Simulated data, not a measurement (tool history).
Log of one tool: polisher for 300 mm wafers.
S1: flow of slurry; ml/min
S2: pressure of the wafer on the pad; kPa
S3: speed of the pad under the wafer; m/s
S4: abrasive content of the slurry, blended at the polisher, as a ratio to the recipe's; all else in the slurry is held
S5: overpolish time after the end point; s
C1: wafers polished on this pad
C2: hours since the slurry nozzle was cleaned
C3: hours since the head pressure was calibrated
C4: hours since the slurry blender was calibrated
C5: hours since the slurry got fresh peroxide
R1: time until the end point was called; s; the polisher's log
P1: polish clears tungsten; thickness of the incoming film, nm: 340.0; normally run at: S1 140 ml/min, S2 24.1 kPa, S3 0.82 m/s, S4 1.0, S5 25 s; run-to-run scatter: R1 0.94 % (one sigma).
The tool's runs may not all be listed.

run,hour,S1,S2,S3,S4,S5,C1,C2,C3,C4,C5,R1
1,16.9,140,24.1,0.82,1.0,25,513,141.2,412.8,130.2,116.1,103.420
2,27.1,140,24.1,0.40,1.0,25,628,151.4,423.0,140.4,126.3,206.170
3,42.0,140,16.5,0.82,1.0,25,795,166.3,437.9,155.3,141.2,149.040
4,59.3,140,24.1,1.20,1.0,25,990,183.6,455.2,172.6,158.5,71.043
5,74.6,140,24.1,0.82,0.7,25,1162,198.9,470.5,187.9,173.8,111.770
6,86.8,100,24.1,0.82,1.0,49,1299,211.1,482.7,200.1,186.0,108.990
7,95.0,140,24.1,0.82,1.0,25,1391,219.3,490.9,208.3,194.2,101.790
8,106.8,140,24.1,0.82,1.0,25,1524,231.1,502.7,220.1,206.0,104.170
9,122.3,190,24.1,0.56,1.0,25,1699,246.6,518.2,235.6,221.5,141.670
10,134.9,140,24.1,0.82,1.0,8,1840,259.2,530.8,248.2,234.1,101.980
11,152.2,140,24.1,0.82,1.0,25,2035,276.5,548.1,265.5,251.4,101.760
12,161.8,140,35.9,0.82,1.0,25,2143,286.1,557.7,275.1,261.0,68.353
13,172.6,85,24.1,0.82,1.0,25,2264,296.9,568.5,285.9,271.8,114.290
14,187.1,140,24.1,0.82,1.0,48,2427,311.4,583.0,300.4,286.3,103.130
15,199.5,140,24.1,0.82,1.5,25,2567,323.8,595.4,312.8,298.7,93.572
16,207.5,195,24.1,0.82,1.0,25,2657,331.8,603.4,320.8,306.7,97.669
17,224.6,140,24.1,0.82,1.0,25,2849,348.9,620.5,337.9,323.8,102.660
18,233.6,140,24.1,0.82,1.0,25,2950,357.9,629.5,346.9,332.8,106.250
19,245.2,140,24.1,0.82,1.0,25,3081,369.5,641.1,358.5,344.4,107.050
20,253.6,140,24.1,0.82,1.0,25,3175,377.9,649.5,366.9,352.8,109.480
21,270.3,140,24.1,0.82,1.0,25,3363,394.6,666.2,383.6,369.5,112.640
# hour 273.5: slurry blender recalibrated
# hour 277.5: slurry tank refilled with fresh slurry and peroxide
22,281.6,140,24.1,0.82,1.0,25,3490,405.9,677.5,8.2,4.1,112.380
# hour 283.3: head pressure recalibrated
23,295.3,140,24.1,0.82,1.0,25,3644,419.6,12.1,21.9,17.8,116.170
24,304.6,140,24.1,0.82,1.0,25,3749,428.9,21.4,31.2,27.1,114.080

Run 25 comes next. What will it give?
25,318.7,140,24.1,0.82,1.0,25,3908,443.0,35.5,45.3,41.2,?

Run 25 gave R1 116.010 s.
